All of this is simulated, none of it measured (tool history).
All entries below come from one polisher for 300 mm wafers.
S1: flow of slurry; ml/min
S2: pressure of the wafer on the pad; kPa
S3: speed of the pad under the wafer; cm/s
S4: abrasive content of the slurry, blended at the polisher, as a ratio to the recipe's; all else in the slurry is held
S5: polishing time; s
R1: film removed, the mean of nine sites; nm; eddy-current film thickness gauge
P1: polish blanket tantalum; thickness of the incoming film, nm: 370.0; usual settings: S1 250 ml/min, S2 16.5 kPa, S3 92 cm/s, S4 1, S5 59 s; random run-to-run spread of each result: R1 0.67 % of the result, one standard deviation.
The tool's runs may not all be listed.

run  hour   S1    S2   S3    S4  S5      R1
  1   4.1  250  16.5   92     1  59  92.208
  2     8  340  16.5   92     1  86  136.87
  3    10  250  16.5   92     1  59   93.43
  4  13.7  250  16.5   92  1.35  59  100.35
  5    17  250  16.5   92     1  27  41.832
  6  19.7  250  16.5   92     1  59  92.979
  7    23  250  11.7   92     1  59  65.995
  8  26.1  250    11   92   0.8  59  57.219
  9  29.6  250  23.4   92     1  59  130.86
 10  32.3  250  16.5   52     1  59  52.327
 11    36  250  16.5   92  0.65  43  58.555
 12    38  250  16.5   92   0.6  59  78.533
 13  41.1  330  16.5   92     1  59  94.713
 14  45.4  250  16.5   92     1  59  93.278
 15  49.2  250  16.5  116     1  59  116.43
 16  51.5  250  16.5   92     1  59    91.8
 17  53.7  250  16.5   92     1  93  143.71
 18  57.9  150  16.5   92     1  59  85.815
 19  60.3  250  16.5   92     1  59  92.892
 20  63.8  250  16.5   92     1  59  92.258
 21  68.1  250  16.5   92     1  59  91.849
 22  72.3  250  16.5   92     1  59  89.372

Run 23, settings as shown, results not yet in. Your forecast:
 23  76.1  250  16.5  92   1  59   ?

R1: 87.946 nm
